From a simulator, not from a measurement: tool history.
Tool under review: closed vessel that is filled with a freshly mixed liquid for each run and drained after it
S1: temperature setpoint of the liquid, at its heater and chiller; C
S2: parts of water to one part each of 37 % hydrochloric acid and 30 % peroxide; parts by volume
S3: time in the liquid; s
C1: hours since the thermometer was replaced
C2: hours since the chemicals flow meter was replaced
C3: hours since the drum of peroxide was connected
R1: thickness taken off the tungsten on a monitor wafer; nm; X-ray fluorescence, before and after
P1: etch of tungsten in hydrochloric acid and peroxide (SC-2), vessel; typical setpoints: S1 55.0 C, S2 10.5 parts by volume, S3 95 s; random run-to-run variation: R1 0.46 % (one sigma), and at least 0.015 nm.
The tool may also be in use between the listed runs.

| run | day | S1 | S2 | S3 | C1 | C2 | C3 | R1 |
|---|---|---|---|---|---|---|---|---|
| 1 | 0.192 | 55.0 | 10.5 | 95 | 516.4 | 684.5 | 174.5 | 20.8840 |
| 2 | 0.550 | 55.0 | 10.5 | 55 | 525.0 | 693.1 | 183.1 | 12.0970 |
| 3 | 0.850 | 55.0 | 10.5 | 170 | 532.2 | 700.3 | 190.3 | 37.4190 |
| 4 | 1.146 | 55.0 | 10.5 | 95 | 539.3 | 707.4 | 197.4 | 20.9000 |
| 5 | 1.433 | 46.5 | 10.5 | 30 | 546.2 | 714.3 | 204.3 | 3.7386 |
|  | 1.579 | chemicals flow meter replaced |
| 6 | 1.712 | 42.0 | 10.5 | 95 | 552.9 | 3.2 | 211.0 | 8.6677 |
| 7 | 1.946 | 55.0 | 18.5 | 95 | 558.5 | 8.8 | 216.6 | 12.7930 |
| 8 | 2.238 | 55.0 | 10.5 | 95 | 565.5 | 15.8 | 223.6 | 20.8050 |
| 9 | 2.471 | 55.0 | 10.5 | 95 | 571.1 | 21.4 | 229.2 | 20.8590 |
| 10 | 2.754 | 55.0 | 14.0 | 30 | 577.9 | 28.2 | 236.0 | 5.0765 |
| 11 | 3.071 | 55.0 | 10.5 | 95 | 585.5 | 35.8 | 243.6 | 20.7600 |
| 12 | 3.262 | 71.0 | 10.5 | 95 | 590.1 | 40.4 | 248.2 | 56.1370 |
| 13 | 3.650 | 55.0 | 4.0 | 95 | 599.4 | 49.7 | 257.5 | 43.1870 |
| 14 | 4.033 | 55.0 | 10.5 | 95 | 608.6 | 58.9 | 266.7 | 20.8800 |
| 15 | 4.233 | 55.0 | 10.5 | 95 | 613.4 | 63.7 | 271.5 | 21.3280 |
| 16 | 4.471 | 55.0 | 10.5 | 95 | 619.1 | 69.4 | 277.2 | 21.6360 |
| 17 | 4.842 | 55.0 | 10.5 | 95 | 628.0 | 78.3 | 286.1 | 22.0900 |
| 18 | 5.212 | 55.0 | 10.5 | 95 | 636.9 | 87.2 | 295.0 | 22.3880 |
| 19 | 5.475 | 55.0 | 10.5 | 95 | 643.2 | 93.5 | 301.3 | 22.5850 |
| 20 | 5.717 | 55.0 | 10.5 | 95 | 649.0 | 99.3 | 307.1 | 22.6340 |
| 21 | 6.050 | 55.0 | 10.5 | 95 | 657.0 | 107.3 | 315.1 | 22.4940 |
| 22 | 6.258 | 55.0 | 10.5 | 95 | 662.0 | 112.3 | 320.1 | 22.7240 |
| 23 | 6.567 | 55.0 | 10.5 | 95 | 669.4 | 119.7 | 327.5 | 22.7100 |
| 24 | 6.958 | 55.0 | 10.5 | 95 | 678.8 | 129.1 | 336.9 | 22.9100 |

What P1 gives has crept away from where it was. These 2 causes fit the log equally well, each at the size given:
A: liquid hotter than its thermometer reads (K) = 1.42
B: chemicals flow above the setpoint (%) = 11.6
The process output started creeping at around day 4.033.
All other causes, with the reason each is excluded:
peroxide weaker than its label (%): capped at 8; at that size R1 would change by -7.4 %, too little to explain the creep or opposite to it

Which of the 4 check runs listed below, each an average over 2 wafers with its results shown as question marks, gives clearly different results under the different listed causes?
| check 1 | 7.350 | 42.0 | 16.0 | 95 |  |  |  | ? |
| check 2 | 7.350 | 55.0 | 17.5 | 145 |  |  |  | ? |
| check 3 | 7.350 | 63.0 | 10.5 | 95 |  |  |  | ? |
| check 4 | 7.350 | 45.5 | 4.0 | 95 |  |  |  | ? |

What each check would give under each cause:
| check | result | if A | if B |
|---|---|---|---|
| check 1 | R1 | 6.6518 | 6.6374 |
| check 2 | R1 | 22.3150 | 22.4610 |
| check 3 | R1 | 37.6290 | 37.7870 |
| check 4 | R1 | 25.3810 | 24.7520 |
Per check, the gap between the least separated pair of causes, taken in the result that splits them most: check 1 0.22 %; check 2 0.65 %; check 3 0.42 %; check 4 2.51 %
Check 4 tells the causes apart: in the others they would give nearly the same result.

Check 4 was then run and gave: R1 25.3280 nm. Which cause is it?

The cause is A: liquid hotter than its thermometer reads (K).

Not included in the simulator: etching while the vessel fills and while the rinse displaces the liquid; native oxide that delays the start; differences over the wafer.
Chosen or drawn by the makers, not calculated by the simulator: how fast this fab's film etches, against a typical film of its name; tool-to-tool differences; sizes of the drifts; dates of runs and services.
